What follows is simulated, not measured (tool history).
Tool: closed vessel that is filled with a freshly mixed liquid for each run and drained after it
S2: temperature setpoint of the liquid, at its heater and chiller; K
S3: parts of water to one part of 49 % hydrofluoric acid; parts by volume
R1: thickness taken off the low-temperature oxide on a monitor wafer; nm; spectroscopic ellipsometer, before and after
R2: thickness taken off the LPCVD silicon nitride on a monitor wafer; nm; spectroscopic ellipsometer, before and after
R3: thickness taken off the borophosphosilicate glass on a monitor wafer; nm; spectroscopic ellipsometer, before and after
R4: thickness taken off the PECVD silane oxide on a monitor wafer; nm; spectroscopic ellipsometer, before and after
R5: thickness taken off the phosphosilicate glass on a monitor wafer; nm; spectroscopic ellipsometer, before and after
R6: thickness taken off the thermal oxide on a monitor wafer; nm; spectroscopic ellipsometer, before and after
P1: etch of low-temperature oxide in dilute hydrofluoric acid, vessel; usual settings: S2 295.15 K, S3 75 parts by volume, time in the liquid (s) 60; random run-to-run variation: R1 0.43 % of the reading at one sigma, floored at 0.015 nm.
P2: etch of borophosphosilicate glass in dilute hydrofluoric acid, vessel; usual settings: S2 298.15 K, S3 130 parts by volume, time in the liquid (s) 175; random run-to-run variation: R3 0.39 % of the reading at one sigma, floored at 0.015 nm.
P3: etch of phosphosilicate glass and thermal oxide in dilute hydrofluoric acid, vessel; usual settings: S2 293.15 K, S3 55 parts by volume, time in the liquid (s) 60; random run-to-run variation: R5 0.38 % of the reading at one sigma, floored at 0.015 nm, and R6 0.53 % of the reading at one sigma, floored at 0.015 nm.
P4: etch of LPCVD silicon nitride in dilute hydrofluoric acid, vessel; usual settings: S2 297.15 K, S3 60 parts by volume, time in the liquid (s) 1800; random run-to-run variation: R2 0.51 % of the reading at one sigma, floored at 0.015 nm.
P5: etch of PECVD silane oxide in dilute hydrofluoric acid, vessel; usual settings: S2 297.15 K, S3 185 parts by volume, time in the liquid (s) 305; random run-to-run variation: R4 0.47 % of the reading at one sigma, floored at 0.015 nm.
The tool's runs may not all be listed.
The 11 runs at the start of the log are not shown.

{"run": 12, "hour": 121.4, "process that ran": "P5", "S2": 297.15, "S3": 185, "time in the liquid (s)": 305, "R4": 24.338}
{"run": 13, "hour": 128.6, "process that ran": "P2", "S2": 298.15, "S3": 130, "time in the liquid (s)": 175, "R3": 43.762}
{"run": 14, "hour": 136.0, "process that ran": "P1", "S2": 301.65, "S3": 75, "time in the liquid (s)": 60, "R1": 31.616}
{"run": 15, "hour": 145.3, "process that ran": "P3", "S2": 293.15, "S3": 55, "time in the liquid (s)": 30, "R5": 61.004, "R6": 2.1779}
{"run": 16, "hour": 157.2, "process that ran": "P3", "S2": 293.15, "S3": 20, "time in the liquid (s)": 60, "R5": 348.19, "R6": 12.711}
{"run": 17, "hour": 163.8, "process that ran": "P4", "S2": 297.15, "S3": 85, "time in the liquid (s)": 1800, "R2": 11.476}
{"run": 18, "hour": 176.6, "process that ran": "P2", "S2": 298.15, "S3": 195, "time in the liquid (s)": 175, "R3": 26.768}
{"run": 19, "hour": 184.0, "process that ran": "P1", "S2": 295.15, "S3": 135, "time in the liquid (s)": 60, "R1": 12.697}
{"run": 20, "hour": 191.5, "process that ran": "P1", "S2": 295.15, "S3": 75, "time in the liquid (s)": 60, "R1": 24.498}
{"run": 21, "hour": 203.6, "process that ran": "P1", "S2": 295.15, "S3": 75, "time in the liquid (s)": 60, "R1": 24.61}
{"run": 22, "hour": 211.5, "process that ran": "P1", "S2": 290.15, "S3": 75, "time in the liquid (s)": 60, "R1": 19.914}
{"run": 23, "hour": 219.2, "process that ran": "P4", "S2": 297.15, "S3": 60, "time in the liquid (s)": 1800, "R2": 16.4}
{"run": 24, "hour": 230.2, "process that ran": "P5", "S2": 301.65, "S3": 185, "time in the liquid (s)": 305, "R4": 28.792}
{"run": 25, "hour": 239.0, "process that ran": "P2", "S2": 298.15, "S3": 130, "time in the liquid (s)": 30, "R3": 7.4642}
{"run": 26, "hour": 253.1, "process that ran": "P5", "S2": 297.15, "S3": 40, "time in the liquid (s)": 305, "R4": 134.27}
{"run": 27, "hour": 266.6, "process that ran": "P1", "S2": 295.15, "S3": 75, "time in the liquid (s)": 60, "R1": 24.352}
{"run": 28, "hour": 273.6, "process that ran": "P4", "S2": 304.65, "S3": 60, "time in the liquid (s)": 1800, "R2": 26.66}
{"run": 29, "hour": 283.3, "process that ran": "P1", "S2": 295.15, "S3": 40, "time in the liquid (s)": 60, "R1": 47.893}
{"run": 30, "hour": 294.1, "process that ran": "P5", "S2": 297.15, "S3": 185, "time in the liquid (s)": 305, "R4": 24.588}
{"run": 31, "hour": 302.0, "process that ran": "P3", "S2": 293.15, "S3": 55, "time in the liquid (s)": 60, "R5": 121.95, "R6": 4.3891}
{"run": 32, "hour": 312.7, "process that ran": "P1", "S2": 295.15, "S3": 75, "time in the liquid (s)": 60, "R1": 24.616}
{"run": 33, "hour": 319.8, "process that ran": "P1", "S2": 295.15, "S3": 75, "time in the liquid (s)": 60, "R1": 24.983}
{"run": 34, "hour": 332.7, "process that ran": "P1", "S2": 295.15, "S3": 75, "time in the liquid (s)": 60, "R1": 25.536}
{"run": 35, "hour": 341.8, "process that ran": "P1", "S2": 295.15, "S3": 75, "time in the liquid (s)": 60, "R1": 25.668}

Predict the results of run 36:
{"run": 36, "hour": 356.0, "process that ran": "P1", "S2": 295.15, "S3": 75, "time in the liquid (s)": 60, "R1": "?"}

Run 36 came out at R1 25.736 nm.
